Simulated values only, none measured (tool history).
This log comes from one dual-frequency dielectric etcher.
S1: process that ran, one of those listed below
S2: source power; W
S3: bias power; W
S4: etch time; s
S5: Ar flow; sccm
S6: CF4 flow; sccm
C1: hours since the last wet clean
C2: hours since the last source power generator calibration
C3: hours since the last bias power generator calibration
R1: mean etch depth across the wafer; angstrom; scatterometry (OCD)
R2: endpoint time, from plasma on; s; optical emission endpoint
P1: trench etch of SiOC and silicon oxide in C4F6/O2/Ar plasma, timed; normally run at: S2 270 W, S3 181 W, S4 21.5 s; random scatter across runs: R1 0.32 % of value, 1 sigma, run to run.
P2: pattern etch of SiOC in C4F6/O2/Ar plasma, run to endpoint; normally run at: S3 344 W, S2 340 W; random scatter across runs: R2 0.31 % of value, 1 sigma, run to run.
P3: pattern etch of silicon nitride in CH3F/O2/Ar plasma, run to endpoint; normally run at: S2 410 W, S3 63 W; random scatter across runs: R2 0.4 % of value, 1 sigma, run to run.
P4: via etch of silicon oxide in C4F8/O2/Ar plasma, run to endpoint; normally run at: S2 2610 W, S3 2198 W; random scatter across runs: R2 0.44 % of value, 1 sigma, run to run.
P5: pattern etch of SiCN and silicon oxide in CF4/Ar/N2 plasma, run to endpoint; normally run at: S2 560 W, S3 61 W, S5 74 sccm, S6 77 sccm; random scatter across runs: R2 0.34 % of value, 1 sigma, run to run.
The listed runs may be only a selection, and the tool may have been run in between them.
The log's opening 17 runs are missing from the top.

run,hour,S1,S2,S3,S4,S5,S6,C1,C2,C3,R1,R2
18,178.4,P5,560,61,,74,77,492,3531.1,515.9,,11.373
19,190.6,P1,270,181,32,,,504.2,3543.3,528.1,535.3,
20,199.6,P1,270,181,21.5,,,513.2,3552.3,537.1,359.93,
21,208.6,P2,250,344,,,,522.2,3561.3,546.1,,12.855
22,218.3,P1,270,181,21.5,,,531.9,3571,555.8,355.84,
23,228.6,P1,370,181,21.5,,,542.2,3581.3,566.1,405.11,
24,241.4,P1,270,230,21.5,,,555,3594.1,578.9,388.71,
25,252.6,P2,340,344,,,,566.2,3605.3,590.1,,11.438
26,262.4,P5,560,61,,74,77,576,3615.1,599.9,,11.399
27,271,P1,350,140,21.5,,,584.6,3623.7,608.5,364.67,
28,284.8,P1,270,145,31.5,,,598.4,3637.5,622.3,486.46,

Run 29 is up next; what results do you expect?
29,293.1,P1,270,181,21.5,,,606.7,3645.8,630.6,?,

Logged for run 29: R1 357.79 angstrom.
